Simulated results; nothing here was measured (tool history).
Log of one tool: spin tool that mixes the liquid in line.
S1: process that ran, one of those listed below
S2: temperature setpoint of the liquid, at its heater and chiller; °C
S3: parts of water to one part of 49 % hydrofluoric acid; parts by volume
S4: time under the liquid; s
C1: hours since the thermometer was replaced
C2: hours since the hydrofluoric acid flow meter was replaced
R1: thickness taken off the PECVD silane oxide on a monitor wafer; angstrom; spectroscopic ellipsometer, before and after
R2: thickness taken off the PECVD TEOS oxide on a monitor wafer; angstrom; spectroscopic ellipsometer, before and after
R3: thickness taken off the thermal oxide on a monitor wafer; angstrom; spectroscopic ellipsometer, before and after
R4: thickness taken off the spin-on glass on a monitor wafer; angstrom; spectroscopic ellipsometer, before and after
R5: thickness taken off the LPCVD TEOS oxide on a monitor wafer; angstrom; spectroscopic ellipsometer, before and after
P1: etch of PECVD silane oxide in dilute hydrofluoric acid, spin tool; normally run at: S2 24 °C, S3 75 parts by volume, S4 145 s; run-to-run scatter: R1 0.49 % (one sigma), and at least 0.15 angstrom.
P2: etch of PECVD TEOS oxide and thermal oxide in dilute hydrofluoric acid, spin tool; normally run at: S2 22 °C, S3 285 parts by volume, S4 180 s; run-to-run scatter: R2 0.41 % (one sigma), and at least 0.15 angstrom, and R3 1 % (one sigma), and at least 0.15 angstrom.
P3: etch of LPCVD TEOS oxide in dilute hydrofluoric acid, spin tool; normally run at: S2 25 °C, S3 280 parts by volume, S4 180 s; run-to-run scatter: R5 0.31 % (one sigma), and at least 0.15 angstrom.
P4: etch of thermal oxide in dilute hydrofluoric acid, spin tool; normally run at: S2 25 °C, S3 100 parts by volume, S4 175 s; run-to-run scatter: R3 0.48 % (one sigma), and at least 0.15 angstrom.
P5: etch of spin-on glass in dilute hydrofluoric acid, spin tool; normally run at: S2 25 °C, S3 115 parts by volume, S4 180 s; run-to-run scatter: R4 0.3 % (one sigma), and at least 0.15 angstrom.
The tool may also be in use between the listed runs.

{"run": 1, "hour": 7.8, "S1": "P1", "S2": 24, "S3": 75, "S4": 145, "C1": 1672.9, "C2": 239.9, "R1": 561.92}
{"run": 2, "hour": 18.4, "S1": "P1", "S2": 24, "S3": 75, "S4": 145, "C1": 1683.5, "C2": 250.5, "R1": 564.07}
{"run": 3, "hour": 25.9, "S1": "P1", "S2": 24, "S3": 40, "S4": 15, "C1": 1691, "C2": 258, "R1": 114.41}
{"run": 4, "hour": 34.2, "S1": "P1", "S2": 24, "S3": 75, "S4": 220, "C1": 1699.3, "C2": 266.3, "R1": 849.26}
{"run": 5, "hour": 41.6, "S1": "P1", "S2": 24, "S3": 130, "S4": 145, "C1": 1706.7, "C2": 273.7, "R1": 305.67}
{"run": 6, "hour": 47.1, "S1": "P1", "S2": 24, "S3": 75, "S4": 145, "C1": 1712.2, "C2": 279.2, "R1": 562.89}
{"run": 7, "hour": 52.7, "S1": "P2", "S2": 22, "S3": 115, "S4": 180, "C1": 1717.8, "C2": 284.8, "R2": 194.05, "R3": 68.424}
{"run": 8, "hour": 64.3, "S1": "P5", "S2": 25, "S3": 170, "S4": 180, "C1": 1729.4, "C2": 296.4, "R4": 205.88}
{"run": 9, "hour": 72.4, "S1": "P4", "S2": 25, "S3": 100, "S4": 175, "C1": 1737.5, "C2": 304.5, "R3": 90.274}
{"run": 10, "hour": 79.4, "S1": "P4", "S2": 25, "S3": 100, "S4": 175, "C1": 1744.5, "C2": 311.5, "R3": 91.195}
{"run": 11, "hour": 87.2, "S1": "P5", "S2": 21.5, "S3": 115, "S4": 180, "C1": 1752.3, "C2": 319.3, "R4": 282.1}
{"run": 12, "hour": 95.1, "S1": "P1", "S2": 30.5, "S3": 125, "S4": 145, "C1": 1760.2, "C2": 327.2, "R1": 407.44}
{"run": 13, "hour": 101.5, "S1": "P4", "S2": 25, "S3": 100, "S4": 15, "C1": 1766.6, "C2": 333.6, "R3": 7.8032}
{"run": 14, "hour": 109.0, "S1": "P3", "S2": 25, "S3": 455, "S4": 180, "C1": 1774.1, "C2": 341.1, "R5": 61.745}
{"run": 15, "hour": 116.2, "S1": "P1", "S2": 24, "S3": 75, "S4": 145, "C1": 1781.3, "C2": 348.3, "R1": 560.83}
{"run": 16, "hour": 127.3, "S1": "P1", "S2": 30.5, "S3": 75, "S4": 145, "C1": 1792.4, "C2": 359.4, "R1": 729.48}
{"run": 17, "hour": 137.2, "S1": "P1", "S2": 18, "S3": 75, "S4": 145, "C1": 1802.3, "C2": 369.3, "R1": 443.35}
{"run": 18, "hour": 146.2, "S1": "P5", "S2": 25, "S3": 115, "S4": 180, "C1": 1811.3, "C2": 378.3, "R4": 323.92}
{"run": 19, "hour": 154.8, "S1": "P1", "S2": 24, "S3": 75, "S4": 60, "C1": 1819.9, "C2": 386.9, "R1": 234.43}
{"run": 20, "hour": 163.9, "S1": "P3", "S2": 19.5, "S3": 280, "S4": 180, "C1": 1829, "C2": 396, "R5": 96.713}
{"run": 21, "hour": 174.3, "S1": "P4", "S2": 17, "S3": 100, "S4": 175, "C1": 1839.4, "C2": 406.4, "R3": 65.746}
{"run": 22, "hour": 180.3, "S1": "P1", "S2": 24, "S3": 110, "S4": 240, "C1": 1845.4, "C2": 412.4, "R1": 607.11}
{"run": 23, "hour": 185.7, "S1": "P1", "S2": 24, "S3": 75, "S4": 145, "C1": 1850.8, "C2": 417.8, "R1": 565.27}
{"run": 24, "hour": 193.5, "S1": "P3", "S2": 25, "S3": 280, "S4": 20, "C1": 1858.6, "C2": 425.6, "R5": 13.182}
{"run": 25, "hour": 202.3, "S1": "P3", "S2": 25, "S3": 280, "S4": 180, "C1": 1867.4, "C2": 434.4, "R5": 118.35}
{"hour": 203.5, "done": "thermometer replaced"}
{"run": 26, "hour": 207.9, "S1": "P2", "S2": 22, "S3": 285, "S4": 180, "C1": 4.4, "C2": 440, "R2": 64.999, "R3": 22.739}
{"run": 27, "hour": 216.8, "S1": "P4", "S2": 25, "S3": 35, "S4": 175, "C1": 13.3, "C2": 448.9, "R3": 281.98}
{"run": 28, "hour": 223.5, "S1": "P1", "S2": 24, "S3": 35, "S4": 145, "C1": 20, "C2": 455.6, "R1": 1276.5}
{"run": 29, "hour": 228.5, "S1": "P2", "S2": 29, "S3": 285, "S4": 180, "C1": 25, "C2": 460.6, "R2": 82.903, "R3": 30.443}
{"run": 30, "hour": 237.0, "S1": "P5", "S2": 25, "S3": 115, "S4": 350, "C1": 33.5, "C2": 469.1, "R4": 631.63}
{"run": 31, "hour": 247.5, "S1": "P2", "S2": 22, "S3": 285, "S4": 60, "C1": 44, "C2": 479.6, "R2": 21.828, "R3": 7.8451}
{"run": 32, "hour": 252.6, "S1": "P5", "S2": 25, "S3": 115, "S4": 180, "C1": 49.1, "C2": 484.7, "R4": 323.33}
{"run": 33, "hour": 258.3, "S1": "P1", "S2": 24, "S3": 75, "S4": 145, "C1": 54.8, "C2": 490.4, "R1": 562.64}
{"run": 34, "hour": 266.8, "S1": "P1", "S2": 24, "S3": 75, "S4": 145, "C1": 63.3, "C2": 498.9, "R1": 557.66}
{"run": 35, "hour": 276.1, "S1": "P1", "S2": 24, "S3": 75, "S4": 145, "C1": 72.6, "C2": 508.2, "R1": 579.64}
{"run": 36, "hour": 287.4, "S1": "P1", "S2": 24, "S3": 75, "S4": 145, "C1": 83.9, "C2": 519.5, "R1": 591.03}
{"run": 37, "hour": 294.4, "S1": "P1", "S2": 24, "S3": 75, "S4": 145, "C1": 90.9, "C2": 526.5, "R1": 597.82}
{"run": 38, "hour": 301.8, "S1": "P1", "S2": 24, "S3": 75, "S4": 145, "C1": 98.3, "C2": 533.9, "R1": 599.37}
{"run": 39, "hour": 308.9, "S1": "P1", "S2": 24, "S3": 75, "S4": 145, "C1": 105.4, "C2": 541, "R1": 602.6}
{"run": 40, "hour": 317.6, "S1": "P1", "S2": 24, "S3": 75, "S4": 145, "C1": 114.1, "C2": 549.7, "R1": 605.77}
{"run": 41, "hour": 323.7, "S1": "P1", "S2": 24, "S3": 75, "S4": 145, "C1": 120.2, "C2": 555.8, "R1": 605.18}
{"run": 42, "hour": 332.7, "S1": "P1", "S2": 24, "S3": 75, "S4": 145, "C1": 129.2, "C2": 564.8, "R1": 611.44}
{"run": 43, "hour": 344.2, "S1": "P1", "S2": 24, "S3": 75, "S4": 145, "C1": 140.7, "C2": 576.3, "R1": 606.77}
{"run": 44, "hour": 349.5, "S1": "P1", "S2": 24, "S3": 75, "S4": 145, "C1": 146, "C2": 581.6, "R1": 609.97}

What P1 gives has crept away from where it was. These 2 causes fit the log equally well, each at the size given:
A: hydrofluoric acid flow above the setpoint (%) = 6.88
B: liquid hotter than its thermometer reads (K) = 1.82
The creep began at about hour 266.8.

4 check runs are offered, one wafer each, their results left as question marks. Which one tells the causes apart?
{"run": "check 1", "hour": 354.8, "S1": "P5", "S2": 21.5, "S3": 115, "S4": 260, "R4": "?"}
{"run": "check 2", "hour": 354.8, "S1": "P4", "S2": 17.5, "S3": 100, "S4": 25, "R3": "?"}
{"run": "check 3", "hour": 354.8, "S1": "P2", "S2": 22, "S3": 175, "S4": 75, "R2": "?", "R3": "?"}
{"run": "check 4", "hour": 354.8, "S1": "P3", "S2": 25, "S3": 445, "S4": 115, "R5": "?"}

What each check would give under each cause:
check=check_1 result=R4 if_A=439.36 if_B=438.24
check=check_2 result=R3 if_A=10.275 if_B=10.3
check=check_3 result=R2 if_A=53.456 if_B=52.961
check=check_3 result=R3 if_A=19.113 if_B=18.935
check=check_4 result=R5 if_A=44.743 if_B=43.195
How far apart the two closest causes lie, in the result that separates them most: check 1 0.25 %; check 2 0.24 %; check 3 0.93 %; check 4 3.52 %
Check 4 tells the causes apart: in the others they would give nearly the same result.

Then check 4 was run and gave: R5 43.178 angstrom. Which cause is it?

It is B: liquid hotter than its thermometer reads (K).

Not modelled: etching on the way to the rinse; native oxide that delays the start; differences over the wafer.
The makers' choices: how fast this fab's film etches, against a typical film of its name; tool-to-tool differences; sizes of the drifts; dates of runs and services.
